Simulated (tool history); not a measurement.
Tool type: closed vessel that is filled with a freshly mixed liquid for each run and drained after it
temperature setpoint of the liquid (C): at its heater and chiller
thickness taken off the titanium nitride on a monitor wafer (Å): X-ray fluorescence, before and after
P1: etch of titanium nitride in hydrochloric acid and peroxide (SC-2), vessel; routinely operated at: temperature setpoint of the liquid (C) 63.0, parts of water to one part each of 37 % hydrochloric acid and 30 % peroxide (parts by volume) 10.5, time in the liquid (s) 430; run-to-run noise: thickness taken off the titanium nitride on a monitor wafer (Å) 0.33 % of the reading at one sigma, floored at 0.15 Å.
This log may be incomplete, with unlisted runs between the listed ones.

run	hour	temperature setpoint of the liquid (C)	parts of water to one part each of 37 % hydrochloric acid and 30 % peroxide (parts by volume)	time in the liquid (s)	hours since the thermometer was replaced	hours since the chemicals flow meter was replaced	hours since the drum of peroxide was connected	thickness taken off the titanium nitride on a monitor wafer (Å)
1	9.5	63.0	10.5	430	1163.5	751.8	561.4	204.800
2	25.6	63.0	10.5	75	1179.6	767.9	577.5	36.004
3	41.5	63.0	10.5	430	1195.5	783.8	593.4	205.860
4	51.4	63.0	10.5	430	1205.4	793.7	603.3	205.290
5	70.1	72.0	10.5	430	1224.1	812.4	622.0	353.160
6	84.0	63.0	4.0	430	1238.0	826.3	635.9	428.830
7	96.9	63.0	6.5	120	1250.9	839.2	648.8	84.028
8	108.9	63.0	10.5	430	1262.9	851.2	660.8	205.180
9	120.6	63.0	10.5	820	1274.6	862.9	672.5	391.720
10	134.1	63.0	10.5	430	1288.1	876.4	686.0	204.780
11	152.8	47.5	10.5	430	1306.8	895.1	704.7	76.048
12	165.8	63.0	10.5	430	1319.8	908.1	717.7	204.900
# hour 173.0: new drum of peroxide connected
13	174.5	63.0	10.5	430	1328.5	916.8	1.6	204.720
14	184.8	63.0	17.0	430	1338.8	927.1	11.9	135.080
15	204.0	63.0	10.5	430	1358.0	946.3	31.1	205.320
16	221.8	63.0	10.5	430	1375.8	964.1	48.9	213.340
17	230.3	63.0	10.5	430	1384.3	972.6	57.4	217.710
18	241.3	63.0	10.5	430	1395.3	983.6	68.4	218.960
19	260.4	63.0	10.5	430	1414.4	1002.7	87.5	222.110
20	275.8	63.0	10.5	430	1429.8	1018.1	102.9	220.740
21	290.1	63.0	10.5	430	1444.1	1032.4	117.2	222.480
22	303.7	63.0	10.5	430	1457.7	1046.0	130.8	222.840
23	318.5	63.0	10.5	430	1472.5	1060.8	145.6	223.250

Compared with where it was, what P1 gives has crept away. Each cause listed below fits the log as well as the rest, at the size given for it:
A: liquid hotter than its thermometer reads (K) = 1.4
B: chemicals flow above the setpoint (%) = 10.8
Onset of the creep was near hour 204.0.
Every other cause this tool's parts could produce, and why it does not fit the log:
peroxide weaker than its label (%): can reach only 8, and even then thickness taken off the titanium nitride on a monitor wafer (Å) would move by -7.4 %, too little or the wrong way

Each of the 4 check runs below uses one wafer; its results are left as question marks. Which run tells the causes apart?
check 1	333.3	54.5	4.0	430				?
check 2	333.3	72.0	10.5	810				?
check 3	333.3	63.0	14.5	790				?
check 4	333.3	63.0	17.0	665				?

What each check would give under each cause:
check	result	if A	if B
check 1	thickness taken off the titanium nitride on a monitor wafer (Å)	273.350	267.080
check 2	thickness taken off the titanium nitride on a monitor wafer (Å)	719.510	722.320
check 3	thickness taken off the titanium nitride on a monitor wafer (Å)	311.140	312.270
check 4	thickness taken off the titanium nitride on a monitor wafer (Å)	227.450	228.670
Per-check spread between the two closest causes, in the result where they differ most: check 1 2.32 %; check 2 0.39 %; check 3 0.36 %; check 4 0.53 %
Check 1 is the one run that separates the causes; every other check would come out nearly the same whichever cause is at work.

The results of check 1 are: thickness taken off the titanium nitride on a monitor wafer (Å) 267.730. Based on these, which of the listed causes is it?

B is the cause: chemicals flow above the setpoint (%).
